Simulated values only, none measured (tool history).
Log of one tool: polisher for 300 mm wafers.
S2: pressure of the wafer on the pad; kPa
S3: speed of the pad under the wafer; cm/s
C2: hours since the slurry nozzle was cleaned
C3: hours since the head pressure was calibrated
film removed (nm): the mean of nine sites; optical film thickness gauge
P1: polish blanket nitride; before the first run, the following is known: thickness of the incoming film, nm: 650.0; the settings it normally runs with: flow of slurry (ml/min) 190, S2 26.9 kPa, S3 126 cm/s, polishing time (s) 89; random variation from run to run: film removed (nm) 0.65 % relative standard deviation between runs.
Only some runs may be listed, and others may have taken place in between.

run 1 hour=6.6 | flow_of_slurry_(ml/min)=190 S2=26.9 S3=126 polishing_time_(s)=89 | wafers_polished_on_this_pad=114 C2=309.9 C3=712.4 | film_removed_(nm)=253.08
run 2 hour=12.3 | flow_of_slurry_(ml/min)=190 S2=26.9 S3=126 polishing_time_(s)=140 | wafers_polished_on_this_pad=164 C2=315.6 C3=718.1 | film_removed_(nm)=403.95
run 3 hour=16.7 | flow_of_slurry_(ml/min)=245 S2=26.9 S3=126 polishing_time_(s)=89 | wafers_polished_on_this_pad=202 C2=320 C3=722.5 | film_removed_(nm)=256.72
run 4 hour=20.7 | flow_of_slurry_(ml/min)=190 S2=26.9 S3=66 polishing_time_(s)=89 | wafers_polished_on_this_pad=237 C2=324 C3=726.5 | film_removed_(nm)=149.12
run 5 hour=25.5 | flow_of_slurry_(ml/min)=190 S2=26.9 S3=94 polishing_time_(s)=138 | wafers_polished_on_this_pad=279 C2=328.8 C3=731.3 | film_removed_(nm)=308.07
run 6 hour=31.1 | flow_of_slurry_(ml/min)=190 S2=33.8 S3=126 polishing_time_(s)=89 | wafers_polished_on_this_pad=327 C2=334.4 C3=736.9 | film_removed_(nm)=313.15
run 7 hour=35 | flow_of_slurry_(ml/min)=190 S2=26.9 S3=126 polishing_time_(s)=89 | wafers_polished_on_this_pad=361 C2=338.3 C3=740.8 | film_removed_(nm)=250.38
run 8 hour=40 | flow_of_slurry_(ml/min)=190 S2=26.9 S3=126 polishing_time_(s)=89 | wafers_polished_on_this_pad=405 C2=343.3 C3=745.8 | film_removed_(nm)=251
run 9 hour=46.6 | flow_of_slurry_(ml/min)=190 S2=26.9 S3=192 polishing_time_(s)=89 | wafers_polished_on_this_pad=462 C2=349.9 C3=752.4 | film_removed_(nm)=350.53
run 10 hour=53 | flow_of_slurry_(ml/min)=190 S2=26.9 S3=126 polishing_time_(s)=52 | wafers_polished_on_this_pad=517 C2=356.3 C3=758.8 | film_removed_(nm)=147.88
run 11 hour=59 | flow_of_slurry_(ml/min)=190 S2=26.9 S3=126 polishing_time_(s)=89 | wafers_polished_on_this_pad=570 C2=362.3 C3=764.8 | film_removed_(nm)=251.44
run 12 hour=64 | flow_of_slurry_(ml/min)=190 S2=12.4 S3=126 polishing_time_(s)=138 | wafers_polished_on_this_pad=613 C2=367.3 C3=769.8 | film_removed_(nm)=177.96
run 13 hour=70.6 | flow_of_slurry_(ml/min)=190 S2=12.4 S3=126 polishing_time_(s)=89 | wafers_polished_on_this_pad=670 C2=373.9 C3=776.4 | film_removed_(nm)=116.61
run 14 hour=76.1 | flow_of_slurry_(ml/min)=190 S2=26.9 S3=126 polishing_time_(s)=89 | wafers_polished_on_this_pad=718 C2=379.4 C3=781.9 | film_removed_(nm)=251.79
run 15 hour=80.5 | flow_of_slurry_(ml/min)=120 S2=26.9 S3=126 polishing_time_(s)=89 | wafers_polished_on_this_pad=756 C2=383.8 C3=786.3 | film_removed_(nm)=234.62
run 16 hour=84.6 | flow_of_slurry_(ml/min)=150 S2=26.9 S3=176 polishing_time_(s)=89 | wafers_polished_on_this_pad=792 C2=387.9 C3=790.4 | film_removed_(nm)=317.98
run 17 hour=89.9 | flow_of_slurry_(ml/min)=190 S2=26.9 S3=126 polishing_time_(s)=89 | wafers_polished_on_this_pad=838 C2=393.2 C3=795.7 | film_removed_(nm)=251.41
run 18 hour=95.7 | flow_of_slurry_(ml/min)=190 S2=26.9 S3=126 polishing_time_(s)=89 | wafers_polished_on_this_pad=889 C2=399 C3=801.5 | film_removed_(nm)=244.91
run 19 hour=101.7 | flow_of_slurry_(ml/min)=190 S2=26.9 S3=126 polishing_time_(s)=89 | wafers_polished_on_this_pad=941 C2=405 C3=807.5 | film_removed_(nm)=241.75
run 20 hour=106.6 | flow_of_slurry_(ml/min)=190 S2=26.9 S3=126 polishing_time_(s)=89 | wafers_polished_on_this_pad=983 C2=409.9 C3=812.4 | film_removed_(nm)=242.44
-- hour=108.9 head pressure recalibrated
run 21 hour=112.2 | flow_of_slurry_(ml/min)=190 S2=26.9 S3=126 polishing_time_(s)=89 | wafers_polished_on_this_pad=1032 C2=415.5 C3=3.4 | film_removed_(nm)=236.72
run 22 hour=115.8 | flow_of_slurry_(ml/min)=190 S2=26.9 S3=126 polishing_time_(s)=89 | wafers_polished_on_this_pad=1063 C2=419.1 C3=7 | film_removed_(nm)=236.88
run 23 hour=119.6 | flow_of_slurry_(ml/min)=190 S2=26.9 S3=126 polishing_time_(s)=89 | wafers_polished_on_this_pad=1096 C2=422.9 C3=10.8 | film_removed_(nm)=238.08

P1 has crept away from where it was. The log is fitted equally well by each of these 2 causes, at the sizes shown:
A: slurry flow missing at the pad, % = 29.4
B: removal rate lost through wear of the pad, % = 5.57
The creep began at about hour 89.9.
Every other cause this tool's parts could produce, and why it does not fit the log:
head's pressure below its setpoint, %: maintenance at hour 108.9, after the shift began, did not return the process to its former output

You are offered 4 check runs, listed below with question marks in place of their results; each one averages 5 wafers. Which run separates the listed causes by giving clearly different results for each?
run check 1 hour=123.4 | flow_of_slurry_(ml/min)=190 S2=33.1 S3=92 polishing_time_(s)=89 | film_removed_(nm)=?
run check 2 hour=123.4 | flow_of_slurry_(ml/min)=190 S2=26.9 S3=72 polishing_time_(s)=116 | film_removed_(nm)=?
run check 3 hour=123.4 | flow_of_slurry_(ml/min)=130 S2=18.6 S3=126 polishing_time_(s)=89 | film_removed_(nm)=?
run check 4 hour=123.4 | flow_of_slurry_(ml/min)=190 S2=17.9 S3=126 polishing_time_(s)=129 | film_removed_(nm)=?

Check results expected under each cause:
check=check_1 result=film_removed_(nm) if_A=227.96 if_B=227.95
check=check_2 result=film_removed_(nm) if_A=198.42 if_B=198.41
check=check_3 result=film_removed_(nm) if_A=151.16 if_B=154.77
check=check_4 result=film_removed_(nm) if_A=230.17 if_B=230.17
Smallest distance between any two causes, each pair judged by its most separating result, in per cent: check 1 0 %; check 2 0 %; check 3 2.36 %; check 4 0 %
The causes can be told apart only by check 3. The other checks would give nearly the same results under each of them.

Then check 3 was run and gave: film removed (nm) 154.6. Which cause is it?

Of the candidate causes, it is B: removal rate lost through wear of the pad, %.

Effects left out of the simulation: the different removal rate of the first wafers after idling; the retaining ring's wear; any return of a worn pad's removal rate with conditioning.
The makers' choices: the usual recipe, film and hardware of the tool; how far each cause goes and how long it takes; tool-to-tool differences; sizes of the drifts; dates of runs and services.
